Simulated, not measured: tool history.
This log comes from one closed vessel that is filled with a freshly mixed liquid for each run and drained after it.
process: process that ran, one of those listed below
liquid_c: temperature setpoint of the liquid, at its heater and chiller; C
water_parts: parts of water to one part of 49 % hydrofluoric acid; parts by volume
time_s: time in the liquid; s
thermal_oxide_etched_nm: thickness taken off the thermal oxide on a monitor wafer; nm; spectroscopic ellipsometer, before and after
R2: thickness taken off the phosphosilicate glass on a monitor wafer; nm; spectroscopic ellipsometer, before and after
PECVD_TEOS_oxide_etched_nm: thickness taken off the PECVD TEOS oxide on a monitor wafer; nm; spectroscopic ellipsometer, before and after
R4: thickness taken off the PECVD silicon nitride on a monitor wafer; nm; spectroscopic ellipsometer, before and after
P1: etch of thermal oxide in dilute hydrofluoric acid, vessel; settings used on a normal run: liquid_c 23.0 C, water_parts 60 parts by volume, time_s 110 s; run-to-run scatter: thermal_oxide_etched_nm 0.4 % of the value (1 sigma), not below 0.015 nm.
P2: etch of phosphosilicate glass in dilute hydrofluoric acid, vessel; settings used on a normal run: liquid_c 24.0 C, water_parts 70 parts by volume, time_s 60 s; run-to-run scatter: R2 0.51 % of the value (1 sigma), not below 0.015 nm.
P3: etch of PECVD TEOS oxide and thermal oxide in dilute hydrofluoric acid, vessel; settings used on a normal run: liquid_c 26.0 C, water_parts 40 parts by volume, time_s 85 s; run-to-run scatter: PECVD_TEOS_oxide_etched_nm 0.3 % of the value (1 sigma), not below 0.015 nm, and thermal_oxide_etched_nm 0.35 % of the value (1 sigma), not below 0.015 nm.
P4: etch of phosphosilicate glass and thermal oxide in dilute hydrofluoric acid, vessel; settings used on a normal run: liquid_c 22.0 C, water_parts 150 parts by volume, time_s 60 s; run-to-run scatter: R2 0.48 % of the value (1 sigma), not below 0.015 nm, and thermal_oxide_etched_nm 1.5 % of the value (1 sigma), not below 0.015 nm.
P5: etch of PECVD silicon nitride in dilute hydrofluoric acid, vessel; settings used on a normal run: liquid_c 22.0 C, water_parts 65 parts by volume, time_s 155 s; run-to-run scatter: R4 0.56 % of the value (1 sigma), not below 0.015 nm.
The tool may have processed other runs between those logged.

run 1 day=0.388 | process=P1 liquid_c=23.0 water_parts=60 time_s=110 | thermal_oxide_etched_nm=8.93240
run 2 day=0.850 | process=P4 liquid_c=22.0 water_parts=60 time_s=60 | thermal_oxide_etched_nm=4.57950 R2=190.250
run 3 day=1.296 | process=P1 liquid_c=23.0 water_parts=60 time_s=110 | thermal_oxide_etched_nm=8.99850
run 4 day=1.667 | process=P4 liquid_c=22.0 water_parts=150 time_s=60 | thermal_oxide_etched_nm=1.63460 R2=69.204
run 5 day=2.188 | process=P3 liquid_c=26.0 water_parts=40 time_s=85 | thermal_oxide_etched_nm=11.92700 PECVD_TEOS_oxide_etched_nm=48.468
run 6 day=2.738 | process=P1 liquid_c=28.5 water_parts=90 time_s=110 | thermal_oxide_etched_nm=7.08220
-- day=3.146 thermometer replaced
run 7 day=3.421 | process=P1 liquid_c=30.5 water_parts=60 time_s=110 | thermal_oxide_etched_nm=11.98500
run 8 day=3.767 | process=P1 liquid_c=23.0 water_parts=85 time_s=110 | thermal_oxide_etched_nm=6.11590
run 9 day=4.146 | process=P3 liquid_c=26.0 water_parts=20 time_s=85 | thermal_oxide_etched_nm=24.79400 PECVD_TEOS_oxide_etched_nm=99.623
run 10 day=4.675 | process=P1 liquid_c=31.0 water_parts=20 time_s=110 | thermal_oxide_etched_nm=38.81200
run 11 day=4.996 | process=P1 liquid_c=23.0 water_parts=60 time_s=30 | thermal_oxide_etched_nm=2.43910
run 12 day=5.650 | process=P5 liquid_c=22.0 water_parts=65 time_s=155 | R4=6.0360
run 13 day=6.246 | process=P1 liquid_c=23.0 water_parts=20 time_s=110 | thermal_oxide_etched_nm=28.09100
run 14 day=6.800 | process=P3 liquid_c=32.0 water_parts=40 time_s=85 | thermal_oxide_etched_nm=15.09500 PECVD_TEOS_oxide_etched_nm=61.665
run 15 day=7.254 | process=P2 liquid_c=24.0 water_parts=70 time_s=30 | R2=25.616
run 16 day=7.725 | process=P2 liquid_c=20.0 water_parts=70 time_s=60 | R2=43.834
run 17 day=8.083 | process=P2 liquid_c=24.0 water_parts=70 time_s=60 | R2=51.262
run 18 day=8.596 | process=P3 liquid_c=26.0 water_parts=40 time_s=155 | thermal_oxide_etched_nm=21.82400 PECVD_TEOS_oxide_etched_nm=88.084
run 19 day=9.012 | process=P2 liquid_c=24.0 water_parts=70 time_s=60 | R2=51.448
run 20 day=9.396 | process=P1 liquid_c=23.0 water_parts=60 time_s=110 | thermal_oxide_etched_nm=8.95120
run 21 day=9.729 | process=P1 liquid_c=23.0 water_parts=60 time_s=165 | thermal_oxide_etched_nm=13.31900
run 22 day=10.138 | process=P4 liquid_c=22.0 water_parts=150 time_s=60 | thermal_oxide_etched_nm=1.64780 R2=68.567
run 23 day=10.475 | process=P2 liquid_c=24.0 water_parts=95 time_s=60 | R2=36.714
run 24 day=10.908 | process=P1 liquid_c=23.0 water_parts=60 time_s=110 | thermal_oxide_etched_nm=8.87740
run 25 day=11.567 | process=P5 liquid_c=18.0 water_parts=65 time_s=155 | R4=4.5440
run 26 day=12.233 | process=P1 liquid_c=23.0 water_parts=60 time_s=110 | thermal_oxide_etched_nm=8.93900
run 27 day=12.792 | process=P5 liquid_c=22.0 water_parts=65 time_s=305 | R4=11.8960
run 28 day=13.179 | process=P5 liquid_c=22.0 water_parts=65 time_s=155 | R4=6.0261
run 29 day=13.783 | process=P1 liquid_c=17.0 water_parts=60 time_s=110 | thermal_oxide_etched_nm=6.93390
run 30 day=14.221 | process=P1 liquid_c=23.0 water_parts=60 time_s=110 | thermal_oxide_etched_nm=8.86460
run 31 day=14.838 | process=P1 liquid_c=30.0 water_parts=25 time_s=110 | thermal_oxide_etched_nm=29.76700
run 32 day=15.304 | process=P4 liquid_c=22.0 water_parts=150 time_s=30 | thermal_oxide_etched_nm=0.81625 R2=34.381
run 33 day=15.954 | process=P4 liquid_c=18.0 water_parts=150 time_s=60 | thermal_oxide_etched_nm=1.39970 R2=58.434
run 34 day=16.571 | process=P5 liquid_c=22.0 water_parts=20 time_s=155 | R4=18.8800
run 35 day=17.071 | process=P1 liquid_c=23.0 water_parts=60 time_s=110 | thermal_oxide_etched_nm=8.84280
run 36 day=17.442 | process=P1 liquid_c=23.0 water_parts=60 time_s=110 | thermal_oxide_etched_nm=9.10910
run 37 day=18.092 | process=P1 liquid_c=23.0 water_parts=60 time_s=110 | thermal_oxide_etched_nm=9.37730
run 38 day=18.454 | process=P1 liquid_c=23.0 water_parts=60 time_s=110 | thermal_oxide_etched_nm=9.43990
run 39 day=18.996 | process=P1 liquid_c=23.0 water_parts=60 time_s=110 | thermal_oxide_etched_nm=9.54110
run 40 day=19.338 | process=P1 liquid_c=23.0 water_parts=60 time_s=110 | thermal_oxide_etched_nm=9.61080
run 41 day=19.758 | process=P1 liquid_c=23.0 water_parts=60 time_s=110 | thermal_oxide_etched_nm=9.62020
run 42 day=20.304 | process=P1 liquid_c=23.0 water_parts=60 time_s=110 | thermal_oxide_etched_nm=9.63190
run 43 day=20.946 | process=P1 liquid_c=23.0 water_parts=60 time_s=110 | thermal_oxide_etched_nm=9.63380

P1 has crept away from where it was. The log is fitted equally well by each of these 2 causes, at the sizes shown:
A: liquid hotter than its thermometer reads (K) = 1.82
B: hydrofluoric acid flow above the setpoint (%) = 7.15
The creep began at about day 17.071.

Listed below are the offered check runs, one wafer per run, with question marks in place of results. For which of them would the causes give clearly different outcomes?
run check 1 day=21.588 | process=P5 liquid_c=22.0 water_parts=65 time_s=155 | R4=?
run check 2 day=21.588 | process=P2 liquid_c=24.0 water_parts=70 time_s=60 | R2=?
run check 3 day=21.588 | process=P4 liquid_c=22.0 water_parts=150 time_s=60 | thermal_oxide_etched_nm=? R2=?
run check 4 day=21.588 | process=P3 liquid_c=26.0 water_parts=40 time_s=85 | thermal_oxide_etched_nm=? PECVD_TEOS_oxide_etched_nm=?

If the cause were each of the candidates in turn, the checks would give the following:
check=check_1 result=R4 if_A=6.8177 if_B=6.4511
check=check_2 result=R2 if_A=55.422 if_B=55.528
check=check_3 result=thermal_oxide_etched_nm if_A=1.76390 if_B=1.78110
check=check_3 result=R2 if_A=73.594 if_B=74.312
check=check_4 result=thermal_oxide_etched_nm if_A=12.88000 if_B=12.86700
check=check_4 result=PECVD_TEOS_oxide_etched_nm if_A=52.198 if_B=52.147
Separation of the two closest causes in each check, using whichever result separates them best: check 1 5.53 %; check 2 0.19 %; check 3 0.97 %; check 4 0.1 %
The causes can be told apart only by check 1. The other checks would give nearly the same results under each of them.

Check 1 was then run and gave: R4 6.4324 nm. Which cause is it?

Of the candidate causes, it is B: hydrofluoric acid flow above the setpoint (%).
